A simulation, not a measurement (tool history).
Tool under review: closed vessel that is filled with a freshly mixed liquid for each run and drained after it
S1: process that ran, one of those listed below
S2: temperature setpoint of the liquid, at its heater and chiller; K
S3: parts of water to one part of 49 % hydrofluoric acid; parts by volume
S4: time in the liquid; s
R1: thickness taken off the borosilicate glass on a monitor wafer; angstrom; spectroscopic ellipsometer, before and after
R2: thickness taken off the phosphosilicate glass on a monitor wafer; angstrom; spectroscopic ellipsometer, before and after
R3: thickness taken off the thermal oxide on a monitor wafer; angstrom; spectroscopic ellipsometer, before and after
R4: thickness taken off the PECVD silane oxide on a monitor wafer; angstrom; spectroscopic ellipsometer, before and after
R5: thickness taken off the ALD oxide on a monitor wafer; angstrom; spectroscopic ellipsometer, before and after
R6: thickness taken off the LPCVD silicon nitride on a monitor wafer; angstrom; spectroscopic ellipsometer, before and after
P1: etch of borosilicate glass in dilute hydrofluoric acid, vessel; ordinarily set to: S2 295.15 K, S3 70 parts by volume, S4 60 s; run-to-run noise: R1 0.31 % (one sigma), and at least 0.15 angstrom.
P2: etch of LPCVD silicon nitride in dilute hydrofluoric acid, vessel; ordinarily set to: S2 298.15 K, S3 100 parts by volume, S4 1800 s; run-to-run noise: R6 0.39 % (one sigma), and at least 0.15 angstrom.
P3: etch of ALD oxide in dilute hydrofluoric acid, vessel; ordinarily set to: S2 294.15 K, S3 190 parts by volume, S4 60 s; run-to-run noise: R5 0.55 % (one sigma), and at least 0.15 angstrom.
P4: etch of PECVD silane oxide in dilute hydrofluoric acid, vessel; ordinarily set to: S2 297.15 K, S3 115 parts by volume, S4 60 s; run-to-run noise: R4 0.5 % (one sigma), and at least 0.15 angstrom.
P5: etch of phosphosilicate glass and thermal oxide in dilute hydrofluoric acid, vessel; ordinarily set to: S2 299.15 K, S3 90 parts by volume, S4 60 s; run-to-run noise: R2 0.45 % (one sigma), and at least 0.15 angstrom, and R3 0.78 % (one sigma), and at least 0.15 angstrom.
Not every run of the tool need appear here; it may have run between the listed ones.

{"run": 1, "day": 0.388, "S1": "P1", "S2": 295.15, "S3": 70, "S4": 60, "R1": 218.91}
{"run": 2, "day": 0.696, "S1": "P1", "S2": 295.15, "S3": 70, "S4": 60, "R1": 218.52}
{"run": 3, "day": 1.054, "S1": "P5", "S2": 299.15, "S3": 45, "S4": 60, "R2": 2807.2, "R3": 71.544}
{"run": 4, "day": 1.354, "S1": "P4", "S2": 292.65, "S3": 115, "S4": 60, "R4": 157.89}
{"run": 5, "day": 1.717, "S1": "P1", "S2": 295.15, "S3": 70, "S4": 60, "R1": 218.46}
{"run": 6, "day": 2.192, "S1": "P3", "S2": 301.65, "S3": 190, "S4": 60, "R5": 68.342}
{"run": 7, "day": 2.604, "S1": "P1", "S2": 301.65, "S3": 70, "S4": 60, "R1": 285.15}
{"run": 8, "day": 2.967, "S1": "P3", "S2": 294.15, "S3": 190, "S4": 60, "R5": 51.899}
{"run": 9, "day": 3.179, "S1": "P5", "S2": 299.15, "S3": 90, "S4": 60, "R2": 1312.7, "R3": 33.829}
{"run": 10, "day": 3.425, "S1": "P4", "S2": 297.15, "S3": 25, "S4": 60, "R4": 974.53}
{"run": 11, "day": 3.796, "S1": "P2", "S2": 298.15, "S3": 100, "S4": 1800, "R6": 100.15}
{"run": 12, "day": 4.275, "S1": "P5", "S2": 299.15, "S3": 90, "S4": 60, "R2": 1324.6, "R3": 34.078}
{"run": 13, "day": 4.621, "S1": "P3", "S2": 294.15, "S3": 190, "S4": 30, "R5": 26.175}
{"run": 14, "day": 4.958, "S1": "P4", "S2": 297.15, "S3": 115, "S4": 30, "R4": 94.802}
{"run": 15, "day": 5.225, "S1": "P1", "S2": 295.15, "S3": 35, "S4": 90, "R1": 686.88}
{"run": 16, "day": 5.575, "S1": "P1", "S2": 295.15, "S3": 70, "S4": 60, "R1": 219.48}
{"run": 17, "day": 6.05, "S1": "P5", "S2": 291.65, "S3": 90, "S4": 60, "R2": 980.01, "R3": 25.218}
{"run": 18, "day": 6.533, "S1": "P1", "S2": 295.15, "S3": 115, "S4": 60, "R1": 125.85}
{"run": 19, "day": 6.925, "S1": "P1", "S2": 295.15, "S3": 70, "S4": 60, "R1": 219.89}
{"run": 20, "day": 7.288, "S1": "P2", "S2": 298.15, "S3": 35, "S4": 1800, "R6": 281.84}
{"run": 21, "day": 7.654, "S1": "P2", "S2": 298.15, "S3": 100, "S4": 700, "R6": 39.197}
{"run": 22, "day": 8.038, "S1": "P1", "S2": 295.15, "S3": 70, "S4": 30, "R1": 108.83}
{"run": 23, "day": 8.342, "S1": "P3", "S2": 294.15, "S3": 105, "S4": 60, "R5": 102.89}
{"run": 24, "day": 8.829, "S1": "P1", "S2": 295.15, "S3": 70, "S4": 95, "R1": 346.21}
{"run": 25, "day": 9.321, "S1": "P1", "S2": 295.15, "S3": 30, "S4": 60, "R1": 534.68}
{"run": 26, "day": 9.808, "S1": "P2", "S2": 305.65, "S3": 100, "S4": 1800, "R6": 161.97}
{"run": 27, "day": 10.062, "S1": "P5", "S2": 299.15, "S3": 90, "S4": 30, "R2": 660.35, "R3": 16.946}
{"run": 28, "day": 10.4, "S1": "P1", "S2": 295.15, "S3": 100, "S4": 115, "R1": 282.97}
{"run": 29, "day": 10.792, "S1": "P1", "S2": 295.15, "S3": 70, "S4": 60, "R1": 217.7}
{"day": 10.896, "done": "thermometer replaced"}
{"run": 30, "day": 11.079, "S1": "P3", "S2": 294.15, "S3": 190, "S4": 60, "R5": 52.11}
{"run": 31, "day": 11.321, "S1": "P1", "S2": 290.15, "S3": 70, "S4": 60, "R1": 177.79}
{"run": 32, "day": 11.712, "S1": "P1", "S2": 302.15, "S3": 45, "S4": 60, "R1": 464.99}
{"run": 33, "day": 12.025, "S1": "P4", "S2": 297.15, "S3": 115, "S4": 60, "R4": 189.48}
{"run": 34, "day": 12.325, "S1": "P1", "S2": 295.15, "S3": 70, "S4": 60, "R1": 218.01}
{"run": 35, "day": 12.712, "S1": "P1", "S2": 295.15, "S3": 70, "S4": 60, "R1": 211.71}
{"run": 36, "day": 13.058, "S1": "P1", "S2": 295.15, "S3": 70, "S4": 60, "R1": 206.7}
{"run": 37, "day": 13.329, "S1": "P1", "S2": 295.15, "S3": 70, "S4": 60, "R1": 204.11}
{"run": 38, "day": 13.817, "S1": "P1", "S2": 295.15, "S3": 70, "S4": 60, "R1": 202.92}
{"run": 39, "day": 14.146, "S1": "P1", "S2": 295.15, "S3": 70, "S4": 60, "R1": 201.7}
{"run": 40, "day": 14.542, "S1": "P1", "S2": 295.15, "S3": 70, "S4": 60, "R1": 202.75}
{"run": 41, "day": 14.817, "S1": "P1", "S2": 295.15, "S3": 70, "S4": 60, "R1": 199.9}
{"run": 42, "day": 15.254, "S1": "P1", "S2": 295.15, "S3": 70, "S4": 60, "R1": 200.69}

P1 has crept away from where it was. The log is fitted equally well by each of these 2 causes, at the sizes shown:
A: liquid colder than its thermometer reads (K) = 2.08
B: hydrofluoric acid flow below the setpoint (%) = 7.6
The onset of the drift is placed at about day 12.325.

Listed below are the offered check runs, one wafer per run, with question marks in place of results. For which of them would the causes give clearly different outcomes?
{"run": "check 1", "day": 15.692, "S1": "P3", "S2": 294.15, "S3": 190, "S4": 60, "R5": "?"}
{"run": "check 2", "day": 15.692, "S1": "P4", "S2": 297.15, "S3": 115, "S4": 60, "R4": "?"}
{"run": "check 3", "day": 15.692, "S1": "P2", "S2": 298.15, "S3": 100, "S4": 1800, "R6": "?"}
{"run": "check 4", "day": 15.692, "S1": "P5", "S2": 299.15, "S3": 90, "S4": 60, "R2": "?", "R3": "?"}

How each check would come out, cause by cause:
check=check_1 result=R5 if_A=48.053 if_B=47.387
check=check_2 result=R4 if_A=174.260 if_B=172.870
check=check_3 result=R6 if_A=87.923 if_B=93.247
check=check_4 result=R2 if_A=1213.00 if_B=1205.30
check=check_4 result=R3 if_A=31.323 if_B=31.126
How far apart the two closest causes lie, in the result that separates them most: check 1 1.4 %; check 2 0.8 %; check 3 5.88 %; check 4 0.63 %
Only in check 3 would the causes give clearly different results; in the remaining checks their results would be nearly the same.

The results of check 3 are: R6 87.906 angstrom. Based on these, which of the listed causes is it?

A is the cause: liquid colder than its thermometer reads (K).
